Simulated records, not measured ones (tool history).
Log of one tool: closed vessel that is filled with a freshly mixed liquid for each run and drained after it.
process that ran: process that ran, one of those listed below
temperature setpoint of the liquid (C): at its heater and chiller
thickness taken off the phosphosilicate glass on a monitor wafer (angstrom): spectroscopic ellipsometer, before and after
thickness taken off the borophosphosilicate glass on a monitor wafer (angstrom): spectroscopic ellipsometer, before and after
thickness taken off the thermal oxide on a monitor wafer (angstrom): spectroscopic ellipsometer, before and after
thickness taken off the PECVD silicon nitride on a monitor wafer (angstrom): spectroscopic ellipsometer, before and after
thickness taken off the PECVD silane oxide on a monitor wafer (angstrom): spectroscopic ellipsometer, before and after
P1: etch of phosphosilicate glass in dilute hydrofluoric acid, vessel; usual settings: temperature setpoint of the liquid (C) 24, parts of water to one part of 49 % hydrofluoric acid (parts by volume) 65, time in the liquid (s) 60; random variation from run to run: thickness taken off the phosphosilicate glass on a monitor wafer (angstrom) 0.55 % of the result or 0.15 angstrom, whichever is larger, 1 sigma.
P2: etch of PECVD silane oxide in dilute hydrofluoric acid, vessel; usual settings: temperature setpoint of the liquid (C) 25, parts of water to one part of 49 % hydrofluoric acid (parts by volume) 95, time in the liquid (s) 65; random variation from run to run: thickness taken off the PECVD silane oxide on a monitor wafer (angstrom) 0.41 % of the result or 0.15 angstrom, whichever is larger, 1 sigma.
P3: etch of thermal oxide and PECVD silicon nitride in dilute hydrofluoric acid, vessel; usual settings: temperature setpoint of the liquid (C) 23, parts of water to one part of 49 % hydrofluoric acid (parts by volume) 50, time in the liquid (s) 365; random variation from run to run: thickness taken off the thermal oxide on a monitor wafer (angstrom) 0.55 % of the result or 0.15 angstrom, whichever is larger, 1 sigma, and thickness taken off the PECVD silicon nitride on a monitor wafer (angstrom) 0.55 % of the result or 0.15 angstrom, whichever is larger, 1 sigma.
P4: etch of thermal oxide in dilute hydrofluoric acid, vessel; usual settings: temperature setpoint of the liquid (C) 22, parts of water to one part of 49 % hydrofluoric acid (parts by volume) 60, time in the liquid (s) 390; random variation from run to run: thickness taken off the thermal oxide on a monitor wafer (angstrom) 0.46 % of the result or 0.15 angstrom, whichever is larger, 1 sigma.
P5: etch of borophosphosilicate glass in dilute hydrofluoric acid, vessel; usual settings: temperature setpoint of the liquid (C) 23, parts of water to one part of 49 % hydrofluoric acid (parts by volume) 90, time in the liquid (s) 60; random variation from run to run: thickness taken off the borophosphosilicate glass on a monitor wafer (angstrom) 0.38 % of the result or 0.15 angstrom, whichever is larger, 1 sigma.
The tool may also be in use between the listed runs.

| run | hour | process that ran | temperature setpoint of the liquid (C) | parts of water to one part of 49 % hydrofluoric acid (parts by volume) | time in the liquid (s) | hours since the thermometer was replaced | hours since the hydrofluoric acid flow meter was replaced | thickness taken off the phosphosilicate glass on a monitor wafer (angstrom) | thickness taken off the borophosphosilicate glass on a monitor wafer (angstrom) | thickness taken off the thermal oxide on a monitor wafer (angstrom) | thickness taken off the PECVD silicon nitride on a monitor wafer (angstrom) | thickness taken off the PECVD silane oxide on a monitor wafer (angstrom) |
|---|---|---|---|---|---|---|---|---|---|---|---|---|
| 1 | 6.5 | P1 | 24 | 65 | 60 | 924.6 | 313.5 | 828.71 |  |  |  |  |
| 2 | 19.4 | P5 | 23 | 90 | 60 | 937.5 | 326.4 |  | 257.22 |  |  |  |
| 3 | 26.6 | P3 | 23 | 70 | 365 | 944.7 | 333.6 |  |  | 240.7 | 84.046 |  |
| 4 | 39.9 | P2 | 25 | 140 | 65 | 958 | 346.9 |  |  |  |  | 164.62 |
| 5 | 50 | P4 | 22 | 60 | 115 | 968.1 | 357 |  |  | 92.986 |  |  |
| 6 | 58.7 | P1 | 24 | 35 | 60 | 976.8 | 365.7 | 1614 |  |  |  |  |
| 7 | 69.2 | P3 | 23 | 50 | 75 | 987.3 | 376.2 |  |  | 71.624 | 24.215 |  |
| 8 | 83.8 | P5 | 23 | 90 | 30 | 1001.9 | 390.8 |  | 128.71 |  |  |  |
| 9 | 93.6 | P4 | 22 | 60 | 390 | 1011.7 | 400.6 |  |  | 313.74 |  |  |
| 10 | 100.6 | P1 | 24 | 65 | 60 | 1018.7 | 407.6 | 828.95 |  |  |  |  |
| 11 | 108.5 | P3 | 17 | 50 | 365 | 1026.6 | 415.5 |  |  | 269.5 | 78.638 |  |
| 12 | 120.6 | P1 | 30 | 65 | 60 | 1038.7 | 427.6 | 1056 |  |  |  |  |
| 13 | 127.1 | P1 | 28.5 | 45 | 60 | 1045.2 | 434.1 | 1480.6 |  |  |  |  |
| 14 | 141.3 | P3 | 23 | 50 | 365 | 1059.4 | 448.3 |  |  | 349.08 | 118.46 |  |
| 15 | 148.8 | P1 | 24 | 65 | 60 | 1066.9 | 455.8 | 830.28 |  |  |  |  |
| 16 | 162.3 | P1 | 24 | 65 | 60 | 1080.4 | 469.3 | 837.39 |  |  |  |  |
| 17 | 174.6 | P1 | 24 | 65 | 60 | 1092.7 | 481.6 | 838.53 |  |  |  |  |
| 18 | 183.9 | P2 | 25 | 95 | 65 | 1102 | 490.9 |  |  |  |  | 255.82 |
| 19 | 191.2 | P1 | 24 | 65 | 60 | 1109.3 | 498.2 | 826.57 |  |  |  |  |
| 20 | 204.9 | P2 | 21 | 95 | 65 | 1123 | 511.9 |  |  |  |  | 217.24 |
| 21 | 215.9 | P5 | 28 | 90 | 60 | 1134 | 522.9 |  | 311.53 |  |  |  |
| 22 | 230.2 | P4 | 17 | 60 | 390 | 1148.3 | 537.2 |  |  | 253.74 |  |  |
| 23 | 241.3 | P1 | 24 | 90 | 60 | 1159.4 | 548.3 | 588.64 |  |  |  |  |
| 24 | 251.8 | P1 | 17 | 65 | 60 | 1169.9 | 558.8 | 622.42 |  |  |  |  |
|  | 253.6 | hydrofluoric acid flow meter replaced |
| 25 | 264.8 | P1 | 24 | 65 | 30 | 1182.9 | 11.2 | 414.1 |  |  |  |  |
| 26 | 275 | P1 | 24 | 65 | 115 | 1193.1 | 21.4 | 1607.8 |  |  |  |  |
| 27 | 286.7 | P4 | 22 | 25 | 390 | 1204.8 | 33.1 |  |  | 780.97 |  |  |
| 28 | 297.2 | P2 | 25 | 95 | 30 | 1215.3 | 43.6 |  |  |  |  | 118.15 |
| 29 | 309.1 | P5 | 23 | 50 | 60 | 1227.2 | 55.5 |  | 486.67 |  |  |  |
| 30 | 315.6 | P1 | 28.5 | 65 | 90 | 1233.7 | 62 | 1478.9 |  |  |  |  |
| 31 | 325.5 | P1 | 24 | 65 | 60 | 1243.6 | 71.9 | 832.64 |  |  |  |  |
| 32 | 340.2 | P1 | 24 | 65 | 60 | 1258.3 | 86.6 | 869.28 |  |  |  |  |
| 33 | 351.8 | P1 | 24 | 65 | 60 | 1269.9 | 98.2 | 883.2 |  |  |  |  |
| 34 | 363.1 | P1 | 24 | 65 | 60 | 1281.2 | 109.5 | 883.52 |  |  |  |  |
| 35 | 377.5 | P1 | 24 | 65 | 60 | 1295.6 | 123.9 | 894.48 |  |  |  |  |
| 36 | 391.3 | P1 | 24 | 65 | 60 | 1309.4 | 137.7 | 904.22 |  |  |  |  |
| 37 | 401.5 | P1 | 24 | 65 | 60 | 1319.6 | 147.9 | 905.55 |  |  |  |  |
| 38 | 408.7 | P1 | 24 | 65 | 60 | 1326.8 | 155.1 | 902.41 |  |  |  |  |
| 39 | 419.3 | P1 | 24 | 65 | 60 | 1337.4 | 165.7 | 909.83 |  |  |  |  |
| 40 | 425.8 | P1 | 24 | 65 | 60 | 1343.9 | 172.2 | 907.8 |  |  |  |  |

What P1 gives has crept away from where it was. These 2 causes fit the log equally well, each at the size given:
A: hydrofluoric acid flow above the setpoint (%) = 7.61
B: liquid hotter than its thermometer reads (K) = 1.97
The creep began at about hour 325.5.

4 check runs are offered, one wafer each, their results left as question marks. Which one tells the causes apart?
| check 1 | 432.3 | P2 | 25 | 95 | 65 |  |  |  |  |  |  | ? |
| check 2 | 432.3 | P4 | 22 | 60 | 390 |  |  |  |  | ? |  |  |
| check 3 | 432.3 | P5 | 23 | 90 | 60 |  |  |  | ? |  |  |  |
| check 4 | 432.3 | P3 | 23 | 50 | 365 |  |  |  |  | ? | ? |  |

What each check would give under each cause:
| check | result | if A | if B |
|---|---|---|---|
| check 1 | thickness taken off the PECVD silane oxide on a monitor wafer (angstrom) | 278.01 | 276.63 |
| check 2 | thickness taken off the thermal oxide on a monitor wafer (angstrom) | 339.63 | 340.49 |
| check 3 | thickness taken off the borophosphosilicate glass on a monitor wafer (angstrom) | 278.05 | 277.37 |
| check 4 | thickness taken off the thermal oxide on a monitor wafer (angstrom) | 375.37 | 376.52 |
| check 4 | thickness taken off the PECVD silicon nitride on a monitor wafer (angstrom) | 126.19 | 134.15 |
How far apart the two closest causes lie, in the result that separates them most: check 1 0.5 %; check 2 0.25 %; check 3 0.24 %; check 4 6.12 %
Check 4 tells the causes apart: in the others they would give nearly the same result.

Check 4 was then run and gave: thickness taken off the thermal oxide on a monitor wafer (angstrom) 375.98; thickness taken off the PECVD silicon nitride on a monitor wafer (angstrom) 133.68. Which cause is it?

It is B: liquid hotter than its thermometer reads (K).

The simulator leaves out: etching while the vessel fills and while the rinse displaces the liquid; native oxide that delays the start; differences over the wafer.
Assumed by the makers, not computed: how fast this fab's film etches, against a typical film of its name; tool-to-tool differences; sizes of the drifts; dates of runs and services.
